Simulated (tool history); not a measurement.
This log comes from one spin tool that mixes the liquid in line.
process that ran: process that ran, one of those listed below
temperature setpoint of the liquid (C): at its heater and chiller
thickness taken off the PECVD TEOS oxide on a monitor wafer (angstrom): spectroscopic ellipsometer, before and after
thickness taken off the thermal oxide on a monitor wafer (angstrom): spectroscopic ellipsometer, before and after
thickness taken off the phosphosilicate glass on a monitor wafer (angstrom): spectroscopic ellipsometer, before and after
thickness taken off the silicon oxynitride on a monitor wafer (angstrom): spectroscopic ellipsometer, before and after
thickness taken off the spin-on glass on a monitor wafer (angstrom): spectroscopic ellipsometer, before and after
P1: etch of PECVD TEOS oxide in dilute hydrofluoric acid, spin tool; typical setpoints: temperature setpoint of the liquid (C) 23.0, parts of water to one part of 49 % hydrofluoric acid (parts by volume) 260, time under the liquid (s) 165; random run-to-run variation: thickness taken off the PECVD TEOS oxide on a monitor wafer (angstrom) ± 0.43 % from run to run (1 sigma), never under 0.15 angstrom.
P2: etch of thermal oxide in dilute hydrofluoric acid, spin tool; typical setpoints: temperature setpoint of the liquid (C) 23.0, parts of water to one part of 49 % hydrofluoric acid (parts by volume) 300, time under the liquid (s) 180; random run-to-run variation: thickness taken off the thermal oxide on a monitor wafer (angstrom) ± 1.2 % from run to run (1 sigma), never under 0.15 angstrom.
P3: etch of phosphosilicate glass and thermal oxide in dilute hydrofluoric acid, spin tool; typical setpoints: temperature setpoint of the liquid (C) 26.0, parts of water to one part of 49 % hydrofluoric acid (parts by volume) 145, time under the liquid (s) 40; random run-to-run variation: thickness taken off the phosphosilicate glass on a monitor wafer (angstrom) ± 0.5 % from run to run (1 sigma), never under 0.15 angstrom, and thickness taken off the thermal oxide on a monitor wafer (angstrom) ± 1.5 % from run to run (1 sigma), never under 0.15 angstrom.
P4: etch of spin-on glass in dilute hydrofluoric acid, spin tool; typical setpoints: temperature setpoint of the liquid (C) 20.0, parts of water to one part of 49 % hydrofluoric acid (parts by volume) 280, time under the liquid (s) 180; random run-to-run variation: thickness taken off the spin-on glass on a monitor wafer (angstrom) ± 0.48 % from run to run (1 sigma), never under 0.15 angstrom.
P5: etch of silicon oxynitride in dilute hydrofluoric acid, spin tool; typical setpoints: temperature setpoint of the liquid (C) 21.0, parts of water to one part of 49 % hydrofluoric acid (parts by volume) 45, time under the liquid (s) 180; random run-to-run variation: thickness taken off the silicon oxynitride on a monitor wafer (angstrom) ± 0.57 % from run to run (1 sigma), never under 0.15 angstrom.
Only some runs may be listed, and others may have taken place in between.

run,hour,process that ran,temperature setpoint of the liquid (C),parts of water to one part of 49 % hydrofluoric acid (parts by volume),time under the liquid (s),hours since the thermometer was replaced,hours since the hydrofluoric acid flow meter was replaced,thickness taken off the PECVD TEOS oxide on a monitor wafer (angstrom),thickness taken off the thermal oxide on a monitor wafer (angstrom),thickness taken off the phosphosilicate glass on a monitor wafer (angstrom),thickness taken off the silicon oxynitride on a monitor wafer (angstrom),thickness taken off the spin-on glass on a monitor wafer (angstrom)
1,15.6,P1,23.0,260,165,560.7,269.8,139.990,,,,
2,25.1,P1,23.0,260,165,570.2,279.3,139.360,,,,
3,38.5,P1,23.0,260,315,583.6,292.7,266.300,,,,
4,46.0,P2,23.0,300,180,591.1,300.2,,23.4990,,,
5,59.5,P3,26.0,145,40,604.6,313.7,,13.9770,281.58,,
6,67.8,P5,26.0,45,180,612.9,322.0,,,,73.6350,
7,85.0,P3,26.0,145,15,630.1,339.2,,5.4092,106.87,,
8,102.2,P2,23.0,70,180,647.3,356.4,,129.1700,,,
9,110.6,P5,21.0,45,180,655.7,364.8,,,,57.4910,
10,118.4,P1,23.0,260,165,663.5,372.6,141.070,,,,
11,129.1,P1,29.0,260,165,674.2,383.3,171.890,,,,
12,141.7,P5,21.0,30,180,686.8,395.9,,,,88.1640,
13,153.7,P4,20.0,280,180,698.8,407.9,,,,,180.06
14,171.0,P4,20.0,280,305,716.1,425.2,,,,,303.59
15,181.9,P2,23.0,300,40,727.0,436.1,,5.2701,,,
16,197.3,P5,21.0,45,25,742.4,451.5,,,,8.1899,
17,208.4,P1,23.0,260,165,753.5,462.6,139.820,,,,
18,219.5,P4,20.0,280,180,764.6,473.7,,,,,181.10
19,233.1,P1,23.0,360,165,778.2,487.3,92.402,,,,
20,247.1,P4,27.5,280,180,792.2,501.3,,,,,235.02
21,262.1,P4,20.0,430,180,807.2,516.3,,,,,103.55
22,271.3,P1,23.0,260,165,816.4,525.5,140.160,,,,
23,287.7,P2,30.5,300,180,832.8,541.9,,30.4170,,,
# hour 303.3: hydrofluoric acid flow meter replaced
24,303.8,P1,23.0,260,165,848.9,0.6,140.660,,,,
25,314.4,P5,21.0,45,180,859.5,11.2,,,,58.2320,
26,325.1,P1,17.0,260,15,870.2,21.9,10.156,,,,
27,339.6,P1,23.0,260,50,884.7,36.4,42.077,,,,
28,356.5,P1,23.0,125,20,901.6,53.3,40.545,,,,
29,371.1,P1,23.0,165,165,916.2,67.9,244.010,,,,
30,380.5,P3,31.5,145,40,925.6,77.3,,16.7590,342.09,,
31,395.7,P1,17.5,260,165,940.8,92.5,113.970,,,,
32,412.0,P3,26.0,255,40,957.1,108.8,,6.9266,142.83,,
33,420.5,P1,23.0,260,165,965.6,117.3,139.410,,,,
34,430.1,P1,23.0,260,165,975.2,126.9,139.020,,,,

Expected results for the next run?
35,443.6,P1,23.0,260,165,988.7,140.4,?,,,,

Run 35 produced thickness taken off the PECVD TEOS oxide on a monitor wafer (angstrom) 135.830.

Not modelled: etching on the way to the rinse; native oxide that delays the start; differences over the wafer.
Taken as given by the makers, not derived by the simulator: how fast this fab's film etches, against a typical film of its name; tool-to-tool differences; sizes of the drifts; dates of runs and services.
